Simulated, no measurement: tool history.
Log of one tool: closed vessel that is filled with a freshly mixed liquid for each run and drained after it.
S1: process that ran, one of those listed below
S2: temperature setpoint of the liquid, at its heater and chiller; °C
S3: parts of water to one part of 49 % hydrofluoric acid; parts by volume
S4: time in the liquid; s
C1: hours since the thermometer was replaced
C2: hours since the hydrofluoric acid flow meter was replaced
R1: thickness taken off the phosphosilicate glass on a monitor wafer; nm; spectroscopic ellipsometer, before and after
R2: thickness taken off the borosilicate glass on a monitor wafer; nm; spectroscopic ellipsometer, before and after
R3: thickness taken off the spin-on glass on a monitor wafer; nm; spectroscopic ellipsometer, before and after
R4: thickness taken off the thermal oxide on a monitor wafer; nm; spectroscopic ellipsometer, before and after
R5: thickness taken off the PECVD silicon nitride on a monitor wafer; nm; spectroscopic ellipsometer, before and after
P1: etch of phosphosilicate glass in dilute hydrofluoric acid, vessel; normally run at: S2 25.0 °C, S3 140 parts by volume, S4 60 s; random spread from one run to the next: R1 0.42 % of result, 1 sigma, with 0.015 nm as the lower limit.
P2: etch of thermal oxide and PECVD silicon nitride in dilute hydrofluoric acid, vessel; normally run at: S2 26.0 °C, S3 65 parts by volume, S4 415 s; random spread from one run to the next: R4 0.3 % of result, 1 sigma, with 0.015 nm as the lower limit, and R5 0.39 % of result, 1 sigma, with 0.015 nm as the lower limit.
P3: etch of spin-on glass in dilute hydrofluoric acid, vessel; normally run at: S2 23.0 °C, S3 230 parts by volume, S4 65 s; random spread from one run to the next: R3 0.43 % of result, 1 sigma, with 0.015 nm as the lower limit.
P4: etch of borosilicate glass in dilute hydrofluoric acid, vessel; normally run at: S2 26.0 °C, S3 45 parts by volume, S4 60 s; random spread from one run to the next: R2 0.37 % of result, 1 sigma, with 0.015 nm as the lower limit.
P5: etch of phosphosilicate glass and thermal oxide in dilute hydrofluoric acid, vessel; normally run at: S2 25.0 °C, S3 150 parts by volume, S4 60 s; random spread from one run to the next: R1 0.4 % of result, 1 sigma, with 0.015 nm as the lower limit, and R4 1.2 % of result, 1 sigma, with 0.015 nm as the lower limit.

{"run": 1, "hour": 4.6, "S1": "P1", "S2": 25.0, "S3": 140, "S4": 60, "C1": 691.3, "C2": 842.2, "R1": 51.395}
{"run": 2, "hour": 8.7, "S1": "P4", "S2": 33.5, "S3": 45, "S4": 60, "C1": 695.4, "C2": 846.3, "R2": 95.713}
{"run": 3, "hour": 13.3, "S1": "P1", "S2": 25.0, "S3": 140, "S4": 60, "C1": 700.0, "C2": 850.9, "R1": 51.414}
{"run": 4, "hour": 15.8, "S1": "P1", "S2": 25.0, "S3": 55, "S4": 60, "C1": 702.5, "C2": 853.4, "R1": 147.43}
{"run": 5, "hour": 18.2, "S1": "P1", "S2": 25.0, "S3": 140, "S4": 60, "C1": 704.9, "C2": 855.8, "R1": 51.756}
{"run": 6, "hour": 23.5, "S1": "P3", "S2": 23.0, "S3": 230, "S4": 30, "C1": 710.2, "C2": 861.1, "R3": 3.1578}
{"run": 7, "hour": 28.4, "S1": "P1", "S2": 25.0, "S3": 140, "S4": 30, "C1": 715.1, "C2": 866.0, "R1": 25.991}
{"run": 8, "hour": 31.7, "S1": "P1", "S2": 25.0, "S3": 140, "S4": 95, "C1": 718.4, "C2": 869.3, "R1": 81.32}
{"run": 9, "hour": 36.2, "S1": "P3", "S2": 23.0, "S3": 230, "S4": 65, "C1": 722.9, "C2": 873.8, "R3": 6.8398}
{"run": 10, "hour": 38.8, "S1": "P5", "S2": 25.0, "S3": 150, "S4": 60, "C1": 725.5, "C2": 876.4, "R1": 62.217, "R4": 1.754}
{"run": 11, "hour": 42.5, "S1": "P2", "S2": 26.0, "S3": 65, "S4": 30, "C1": 729.2, "C2": 880.1, "R4": 2.5637, "R5": 2.9884}
{"run": 12, "hour": 45.9, "S1": "P3", "S2": 23.0, "S3": 65, "S4": 65, "C1": 732.6, "C2": 883.5, "R3": 29.344}
{"run": 13, "hour": 48.9, "S1": "P3", "S2": 29.0, "S3": 230, "S4": 65, "C1": 735.6, "C2": 886.5, "R3": 8.48}
{"run": 14, "hour": 53.4, "S1": "P5", "S2": 25.0, "S3": 35, "S4": 60, "C1": 740.1, "C2": 891.0, "R1": 307.91, "R4": 8.6512}
{"run": 15, "hour": 57.1, "S1": "P3", "S2": 23.0, "S3": 230, "S4": 65, "C1": 743.8, "C2": 894.7, "R3": 6.9278}
{"run": 16, "hour": 61.8, "S1": "P2", "S2": 26.0, "S3": 65, "S4": 415, "C1": 748.5, "C2": 899.4, "R4": 35.007, "R5": 41.6}
{"run": 17, "hour": 64.4, "S1": "P1", "S2": 25.0, "S3": 140, "S4": 60, "C1": 751.1, "C2": 902.0, "R1": 51.67}
{"run": 18, "hour": 67.9, "S1": "P1", "S2": 25.0, "S3": 70, "S4": 30, "C1": 754.6, "C2": 905.5, "R1": 56.532}
{"hour": 72.1, "done": "thermometer replaced"}
{"run": 19, "hour": 72.7, "S1": "P5", "S2": 29.0, "S3": 150, "S4": 60, "C1": 0.7, "C2": 910.3, "R1": 71.903, "R4": 2.0483}
{"run": 20, "hour": 75.8, "S1": "P4", "S2": 26.0, "S3": 45, "S4": 30, "C1": 3.8, "C2": 913.4, "R2": 35.299}
{"run": 21, "hour": 78.3, "S1": "P2", "S2": 26.0, "S3": 95, "S4": 415, "C1": 6.3, "C2": 915.9, "R4": 23.264, "R5": 28.66}
{"run": 22, "hour": 82.5, "S1": "P4", "S2": 26.0, "S3": 45, "S4": 60, "C1": 10.5, "C2": 920.1, "R2": 71.447}
{"run": 23, "hour": 87.3, "S1": "P4", "S2": 26.0, "S3": 20, "S4": 60, "C1": 15.3, "C2": 924.9, "R2": 166.16}
{"run": 24, "hour": 91.0, "S1": "P1", "S2": 20.0, "S3": 60, "S4": 60, "C1": 19.0, "C2": 928.6, "R1": 109.66}
{"run": 25, "hour": 95.9, "S1": "P2", "S2": 26.0, "S3": 65, "S4": 415, "C1": 23.9, "C2": 933.5, "R4": 35.371, "R5": 41.701}
{"run": 26, "hour": 100.7, "S1": "P1", "S2": 25.0, "S3": 140, "S4": 60, "C1": 28.7, "C2": 938.3, "R1": 51.448}
{"run": 27, "hour": 103.6, "S1": "P2", "S2": 18.5, "S3": 65, "S4": 415, "C1": 31.6, "C2": 941.2, "R4": 25.989, "R5": 24.994}
{"run": 28, "hour": 106.0, "S1": "P1", "S2": 33.0, "S3": 140, "S4": 60, "C1": 34.0, "C2": 943.6, "R1": 69.976}
{"run": 29, "hour": 109.9, "S1": "P1", "S2": 20.0, "S3": 140, "S4": 60, "C1": 37.9, "C2": 947.5, "R1": 42.285}
{"run": 30, "hour": 113.2, "S1": "P5", "S2": 25.0, "S3": 150, "S4": 95, "C1": 41.2, "C2": 950.8, "R1": 98.203, "R4": 2.8422}
{"run": 31, "hour": 116.0, "S1": "P1", "S2": 25.0, "S3": 255, "S4": 60, "C1": 44.0, "C2": 953.6, "R1": 25.175}
{"run": 32, "hour": 120.2, "S1": "P1", "S2": 25.0, "S3": 140, "S4": 60, "C1": 48.2, "C2": 957.8, "R1": 51.957}
{"run": 33, "hour": 122.5, "S1": "P1", "S2": 25.0, "S3": 140, "S4": 60, "C1": 50.5, "C2": 960.1, "R1": 52.462}
{"run": 34, "hour": 126.8, "S1": "P1", "S2": 25.0, "S3": 140, "S4": 60, "C1": 54.8, "C2": 964.4, "R1": 53.531}
{"run": 35, "hour": 132.2, "S1": "P1", "S2": 25.0, "S3": 140, "S4": 60, "C1": 60.2, "C2": 969.8, "R1": 54.009}
{"run": 36, "hour": 135.7, "S1": "P1", "S2": 25.0, "S3": 140, "S4": 60, "C1": 63.7, "C2": 973.3, "R1": 54.252}
{"run": 37, "hour": 138.7, "S1": "P1", "S2": 25.0, "S3": 140, "S4": 60, "C1": 66.7, "C2": 976.3, "R1": 54.712}
{"run": 38, "hour": 142.9, "S1": "P1", "S2": 25.0, "S3": 140, "S4": 60, "C1": 70.9, "C2": 980.5, "R1": 54.424}
{"run": 39, "hour": 147.8, "S1": "P1", "S2": 25.0, "S3": 140, "S4": 60, "C1": 75.8, "C2": 985.4, "R1": 54.61}

The log shows P1 creeping away from where it was. Any of the 2 causes listed here, at the size stated for it, fits the log just as well as the others:
A: liquid hotter than its thermometer reads (K) = 1.4
B: hydrofluoric acid flow above the setpoint (%) = 4.65
The creep began at about hour 120.2.

Of the 4 check runs listed below, each run on one wafer and each result written as a question mark, which would let you distinguish the listed causes because they would give clearly different results?
{"run": "check 1", "hour": 152.7, "S1": "P2", "S2": 23.0, "S3": 90, "S4": 415, "R4": "?", "R5": "?"}
{"run": "check 2", "hour": 152.7, "S1": "P5", "S2": 25.0, "S3": 85, "S4": 60, "R1": "?", "R4": "?"}
{"run": "check 3", "hour": 152.7, "S1": "P4", "S2": 33.5, "S3": 45, "S4": 30, "R2": "?"}
{"run": "check 4", "hour": 152.7, "S1": "P3", "S2": 23.0, "S3": 100, "S4": 65, "R3": "?"}

What every check run would give for each of its results, assuming each possible cause in turn:
check=check_1 result=R4 if_A=23.1600 if_B=23.0290
check=check_1 result=R5 if_A=27.2360 if_B=25.9550
check=check_2 result=R1 if_A=125.620 if_B=125.010
check=check_2 result=R4 if_A=3.5789 if_B=3.5614
check=check_3 result=R2 if_A=50.425 if_B=50.196
check=check_4 result=R3 if_A=19.2830 if_B=19.1890
Per check, the gap between the least separated pair of causes, taken in the result that splits them most: check 1 4.82 %; check 2 0.49 %; check 3 0.46 %; check 4 0.49 %
Check 1 distinguishes between the causes, while the remaining checks would return nearly the same result for all of them.

Running check 1 produced the following: R4 23.2890 nm; R5 27.3220 nm. Which one of the listed causes fits?

Of the candidate causes, it is A: liquid hotter than its thermometer reads (K).

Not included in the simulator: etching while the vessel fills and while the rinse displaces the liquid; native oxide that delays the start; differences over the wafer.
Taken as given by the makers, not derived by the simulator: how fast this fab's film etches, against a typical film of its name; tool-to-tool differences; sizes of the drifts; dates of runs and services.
